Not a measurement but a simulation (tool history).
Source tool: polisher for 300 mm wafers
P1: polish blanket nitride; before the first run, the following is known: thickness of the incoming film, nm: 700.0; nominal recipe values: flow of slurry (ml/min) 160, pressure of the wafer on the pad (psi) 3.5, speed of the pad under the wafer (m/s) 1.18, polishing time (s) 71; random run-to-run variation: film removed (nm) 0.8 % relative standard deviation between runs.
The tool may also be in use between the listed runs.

run	hour	flow of slurry (ml/min)	pressure of the wafer on the pad (psi)	speed of the pad under the wafer (m/s)	polishing time (s)	wafers polished on this pad	hours since the slurry nozzle was cleaned	hours since the head pressure was calibrated	film removed (nm)
1	5.3	160	3.5	1.18	71	285	120.3	538.2	146.330
2	10.4	160	5.1	1.18	71	336	125.4	543.3	215.270
3	13.5	160	3.5	1.18	71	367	128.5	546.4	149.070
4	16.8	160	3.5	1.88	71	400	131.8	549.7	211.240
5	19.7	160	3.5	1.18	71	429	134.7	552.6	146.540
6	24.1	160	5.3	1.60	71	473	139.1	557.0	283.880
7	28.2	160	2.2	1.18	71	514	143.2	561.1	90.420
8	32.7	95	3.5	1.18	71	559	147.7	565.6	132.030
9	35.7	160	3.5	1.18	71	590	150.7	568.6	146.340
10	38.6	220	3.5	1.18	71	619	153.6	571.5	154.300
11	40.9	160	3.5	1.18	95	642	155.9	573.8	198.800
12	45.0	160	3.5	1.18	71	683	160.0	577.9	147.020
13	49.5	160	3.5	0.82	71	728	164.5	582.4	110.600
14	53.7	160	3.5	1.18	71	770	168.7	586.6	145.250
15	57.8	160	3.5	1.18	71	811	172.8	590.7	148.430

Run 16 comes next. What will it give?
16	63.0	160	3.5	1.18	40	863	178.0	595.9	?

film removed (nm): 82.169

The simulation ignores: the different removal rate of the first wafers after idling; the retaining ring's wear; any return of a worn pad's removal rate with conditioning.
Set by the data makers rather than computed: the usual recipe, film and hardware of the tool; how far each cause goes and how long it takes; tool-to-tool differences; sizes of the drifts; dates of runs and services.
